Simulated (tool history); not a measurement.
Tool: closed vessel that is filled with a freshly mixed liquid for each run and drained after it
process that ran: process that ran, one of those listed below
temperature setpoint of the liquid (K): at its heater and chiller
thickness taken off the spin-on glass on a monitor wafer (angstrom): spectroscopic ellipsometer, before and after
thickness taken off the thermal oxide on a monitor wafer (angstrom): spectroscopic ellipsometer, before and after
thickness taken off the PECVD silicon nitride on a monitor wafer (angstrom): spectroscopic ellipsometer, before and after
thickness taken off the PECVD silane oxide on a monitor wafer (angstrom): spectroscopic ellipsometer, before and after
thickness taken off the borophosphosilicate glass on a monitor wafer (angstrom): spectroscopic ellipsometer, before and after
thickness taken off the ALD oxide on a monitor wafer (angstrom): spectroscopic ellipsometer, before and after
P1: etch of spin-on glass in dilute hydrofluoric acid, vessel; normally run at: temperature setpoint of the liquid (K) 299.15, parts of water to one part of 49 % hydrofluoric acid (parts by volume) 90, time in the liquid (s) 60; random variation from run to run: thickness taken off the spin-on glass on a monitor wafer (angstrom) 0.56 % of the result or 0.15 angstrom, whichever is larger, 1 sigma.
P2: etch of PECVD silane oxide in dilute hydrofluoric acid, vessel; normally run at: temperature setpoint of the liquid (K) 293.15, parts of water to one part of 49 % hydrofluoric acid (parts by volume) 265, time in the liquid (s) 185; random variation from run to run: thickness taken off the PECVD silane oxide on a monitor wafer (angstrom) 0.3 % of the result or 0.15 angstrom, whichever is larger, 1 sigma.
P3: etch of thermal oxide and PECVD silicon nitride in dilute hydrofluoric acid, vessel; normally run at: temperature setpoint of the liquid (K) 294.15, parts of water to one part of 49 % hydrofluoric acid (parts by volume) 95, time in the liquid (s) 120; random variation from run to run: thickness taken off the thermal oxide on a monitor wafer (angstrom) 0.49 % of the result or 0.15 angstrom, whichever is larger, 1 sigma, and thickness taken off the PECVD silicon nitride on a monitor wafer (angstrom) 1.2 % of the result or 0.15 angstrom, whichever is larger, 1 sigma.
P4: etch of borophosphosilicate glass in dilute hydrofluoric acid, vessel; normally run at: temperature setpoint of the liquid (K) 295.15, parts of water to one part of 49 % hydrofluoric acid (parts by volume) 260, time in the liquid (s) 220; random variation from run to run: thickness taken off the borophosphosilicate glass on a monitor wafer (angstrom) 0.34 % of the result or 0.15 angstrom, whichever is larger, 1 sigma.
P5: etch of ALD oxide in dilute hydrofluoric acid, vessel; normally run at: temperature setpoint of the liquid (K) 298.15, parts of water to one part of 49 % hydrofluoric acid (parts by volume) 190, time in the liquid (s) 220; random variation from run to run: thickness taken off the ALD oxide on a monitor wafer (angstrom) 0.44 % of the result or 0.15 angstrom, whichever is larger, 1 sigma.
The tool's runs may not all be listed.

run,hour,process that ran,temperature setpoint of the liquid (K),parts of water to one part of 49 % hydrofluoric acid (parts by volume),time in the liquid (s),hours since the thermometer was replaced,hours since the hydrofluoric acid flow meter was replaced,thickness taken off the spin-on glass on a monitor wafer (angstrom),thickness taken off the thermal oxide on a monitor wafer (angstrom),thickness taken off the PECVD silicon nitride on a monitor wafer (angstrom),thickness taken off the PECVD silane oxide on a monitor wafer (angstrom),thickness taken off the borophosphosilicate glass on a monitor wafer (angstrom),thickness taken off the ALD oxide on a monitor wafer (angstrom)
1,13.9,P1,299.15,90,60,1192.6,464.5,287.12,,,,,
2,22.5,P3,290.15,95,120,1201.2,473.1,,50.364,17.595,,,
3,30.4,P1,299.15,90,60,1209.1,481,283.67,,,,,
4,45.5,P1,299.15,25,60,1224.2,496.1,1119.1,,,,,
5,55.6,P1,299.15,155,90,1234.3,506.2,229.94,,,,,
6,62.4,P2,293.15,100,185,1241.1,513,,,,625.72,,
7,75,P1,299.15,90,60,1253.7,525.6,285.73,,,,,
8,87.2,P1,299.15,130,60,1265.9,537.8,188.64,,,,,
9,97.6,P1,306.65,90,60,1276.3,548.2,378.52,,,,,
10,107.9,P4,290.15,260,220,1286.6,558.5,,,,,141.64,
11,123.6,P5,298.15,190,220,1302.3,574.2,,,,,,122.21
12,131.8,P2,290.15,265,185,1310.5,582.4,,,,176.87,,
13,146.4,P5,298.15,90,220,1325.1,597,,,,,,288.37
14,161.1,P4,295.15,260,415,1339.8,611.7,,,,,322.19,
15,176.4,P1,299.15,90,60,1355.1,627,282.08,,,,,
16,188.6,P4,295.15,260,220,1367.3,639.2,,,,,171.25,
17,200.2,P1,299.15,90,85,1378.9,650.8,407.6,,,,,
18,209.3,P1,294.65,90,60,1388,659.9,236.92,,,,,
19,217.9,P2,293.15,265,185,1396.6,668.5,,,,200.17,,
20,228.2,P1,303.65,90,105,1406.9,678.8,590.6,,,,,
21,240.9,P5,298.15,190,420,1419.6,691.5,,,,,,233.47
22,255.1,P5,298.15,190,220,1433.8,705.7,,,,,,122.57
23,268.7,P1,299.15,90,30,1447.4,719.3,142.38,,,,,
24,279.9,P3,294.15,95,120,1458.6,730.5,,59.56,23.273,,,
25,290.3,P1,299.15,90,60,1469,740.9,284.43,,,,,
26,297.5,P4,295.15,90,220,1476.2,748.1,,,,,592.99,
27,313.2,P5,291.15,190,220,1491.9,763.8,,,,,,93.432
28,322.3,P1,291.65,90,30,1501,772.9,106.62,,,,,
29,334.2,P2,293.15,265,30,1512.9,784.8,,,,32.397,,
30,341.4,P3,294.15,95,55,1520.1,792,,27.445,10.651,,,
31,354.5,P4,295.15,260,220,1533.2,805.1,,,,,172.12,
32,363.3,P3,294.15,40,120,1542,813.9,,150.32,53.369,,,
33,370.1,P1,299.15,90,60,1548.8,820.7,284.22,,,,,
34,379.7,P1,299.15,90,60,1558.4,830.3,290.7,,,,,
35,389.8,P1,299.15,90,60,1568.5,840.4,295.29,,,,,
36,398.5,P1,299.15,90,60,1577.2,849.1,297.42,,,,,
37,408.4,P1,299.15,90,60,1587.1,859,298.31,,,,,
38,424,P1,299.15,90,60,1602.7,874.6,301.9,,,,,
39,437.6,P1,299.15,90,60,1616.3,888.2,304.9,,,,,
40,447,P1,299.15,90,60,1625.7,897.6,306.99,,,,,
41,462.2,P1,299.15,90,60,1640.9,912.8,305.86,,,,,
42,470,P1,299.15,90,60,1648.7,920.6,305.7,,,,,
43,476.9,P1,299.15,90,60,1655.6,927.5,304.48,,,,,
44,492.2,P1,299.15,90,60,1670.9,942.8,302.15,,,,,

What P1 gives has crept away from where it was. These 2 causes fit the log equally well, each at the size given:
A: liquid hotter than its thermometer reads (K) = 1.81
B: hydrofluoric acid flow above the setpoint (%) = 6.49
The creep began at about hour 370.1.

4 check runs are offered, each on 5 wafers whose results are averaged, their results left as question marks. Which one tells the causes apart?
check 1,507.5,P5,293.15,190,220,,,,,,,,?
check 2,507.5,P3,290.15,95,65,,,,?,?,,,
check 3,507.5,P4,295.15,110,220,,,,,,,?,
check 4,507.5,P2,293.15,145,50,,,,,,?,,

What each check would give under each cause:
check,result,if A,if B
check 1,thickness taken off the ALD oxide on a monitor wafer (angstrom),108.25,108.77
check 2,thickness taken off the thermal oxide on a monitor wafer (angstrom),29.442,29.237
check 2,thickness taken off the PECVD silicon nitride on a monitor wafer (angstrom),10.734,10.062
check 3,thickness taken off the borophosphosilicate glass on a monitor wafer (angstrom),510.48,509.82
check 4,thickness taken off the PECVD silane oxide on a monitor wafer (angstrom),119.25,119.33
How far apart the two closest causes lie, in the result that separates them most: check 1 0.48 %; check 2 6.46 %; check 3 0.13 %; check 4 0.06 %
Only check 2 tells the causes apart: in the others they would give nearly the same result.

Check 2 was then run and gave: thickness taken off the thermal oxide on a monitor wafer (angstrom) 29.311; thickness taken off the PECVD silicon nitride on a monitor wafer (angstrom) 10.151. Which cause is it?

It is B: hydrofluoric acid flow above the setpoint (%).
